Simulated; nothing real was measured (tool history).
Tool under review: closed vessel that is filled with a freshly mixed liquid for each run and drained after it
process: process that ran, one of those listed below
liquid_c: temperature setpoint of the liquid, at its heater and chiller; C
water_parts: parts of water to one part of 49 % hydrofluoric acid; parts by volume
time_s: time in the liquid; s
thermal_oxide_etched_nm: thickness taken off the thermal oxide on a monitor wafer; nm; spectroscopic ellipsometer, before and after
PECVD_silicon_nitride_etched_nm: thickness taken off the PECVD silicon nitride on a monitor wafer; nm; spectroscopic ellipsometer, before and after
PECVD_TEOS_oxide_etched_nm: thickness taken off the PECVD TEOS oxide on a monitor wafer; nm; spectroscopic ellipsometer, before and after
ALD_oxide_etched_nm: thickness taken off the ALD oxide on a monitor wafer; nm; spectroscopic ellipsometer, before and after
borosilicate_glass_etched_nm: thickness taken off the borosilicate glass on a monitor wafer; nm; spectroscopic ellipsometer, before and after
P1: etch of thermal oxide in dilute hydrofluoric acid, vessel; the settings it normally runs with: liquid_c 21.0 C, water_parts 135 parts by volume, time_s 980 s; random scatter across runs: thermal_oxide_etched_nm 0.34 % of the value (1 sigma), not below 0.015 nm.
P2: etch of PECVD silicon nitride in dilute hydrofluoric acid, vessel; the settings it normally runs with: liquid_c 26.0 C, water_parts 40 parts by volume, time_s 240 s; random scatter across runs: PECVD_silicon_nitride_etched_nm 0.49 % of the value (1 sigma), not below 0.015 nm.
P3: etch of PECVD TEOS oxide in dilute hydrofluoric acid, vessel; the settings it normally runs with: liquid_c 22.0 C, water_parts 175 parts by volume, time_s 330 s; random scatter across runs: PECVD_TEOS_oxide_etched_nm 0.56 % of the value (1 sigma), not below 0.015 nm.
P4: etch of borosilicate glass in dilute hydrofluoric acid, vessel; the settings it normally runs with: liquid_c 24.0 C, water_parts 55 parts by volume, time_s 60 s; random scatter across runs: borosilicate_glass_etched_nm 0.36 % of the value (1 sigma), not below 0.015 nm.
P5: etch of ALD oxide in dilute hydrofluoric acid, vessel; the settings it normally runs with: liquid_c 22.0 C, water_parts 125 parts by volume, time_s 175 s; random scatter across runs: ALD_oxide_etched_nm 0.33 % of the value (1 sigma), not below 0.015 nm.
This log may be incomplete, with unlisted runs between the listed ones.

run   hour  process  liquid_c  water_parts  time_s  thermal_oxide_etched_nm  PECVD_silicon_nitride_etched_nm  PECVD_TEOS_oxide_etched_nm  ALD_oxide_etched_nm  borosilicate_glass_etched_nm
  1    5.5       P1      21.0          135     980                  31.0370
  2    9.2       P2      26.0           40     240                                                   22.1420
  3   14.8       P1      21.0          135     980                  31.0780
  4   17.5       P1      25.5          135     980                  37.0100
  5   20.9       P1      21.0          195     980                  20.0980
  6   23.6       P1      21.0           50     980                  92.0130
  7   29.0       P1      21.0          135     330                  10.4780
  8   31.8       P2      26.0           40      65                                                    6.0117
  9   37.4       P3      22.0          175     330                                                                                28.139
 10   40.5       P1      26.5          135    1605                  62.8630
 11   45.3       P5      22.0          125     175                                                                                                     12.306
 12   50.2       P4      24.0          105      60                                                                                                                                   12.907
 13   52.8       P4      17.0           55      60                                                                                                                                   19.397
 14   58.2       P1      21.0          135    1860                  58.9100
 15   60.8       P3      22.0          175     555                                                                                47.545
 16   63.7       P3      17.0          175     330                                                                                23.056
 17   67.8       P1      21.0           25     295                  57.1300
 18   70.6       P3      22.0          175     330                                                                                28.223
 19   76.1       P1      28.5          135     115                   4.8689
 20   80.7       P1      21.0          135     980                  30.8770
 21   86.0       P2      21.5           40     240                                                   16.3860
 22   89.6       P1      21.0          135     980                  31.0820
 23   93.4       P1      17.0          135     980                  26.4670
 24   97.6       P2      26.0           40     240                                                   22.3760
 25  102.9       P2      26.0           65     240                                                   13.9620
 26  106.7       P3      22.0           75     330                                                                                72.967
 27  112.2       P4      24.0           55      60                                                                                                                                   26.185
 28  116.0       P5      22.0           60     175                                                                                                     27.646
 29  120.2       P1      21.0          135     980                  31.0470

For run 30, what comes out?
 30  123.7       P5      22.0          125     350                                                                                                          ?

ALD_oxide_etched_nm: 24.708 nm
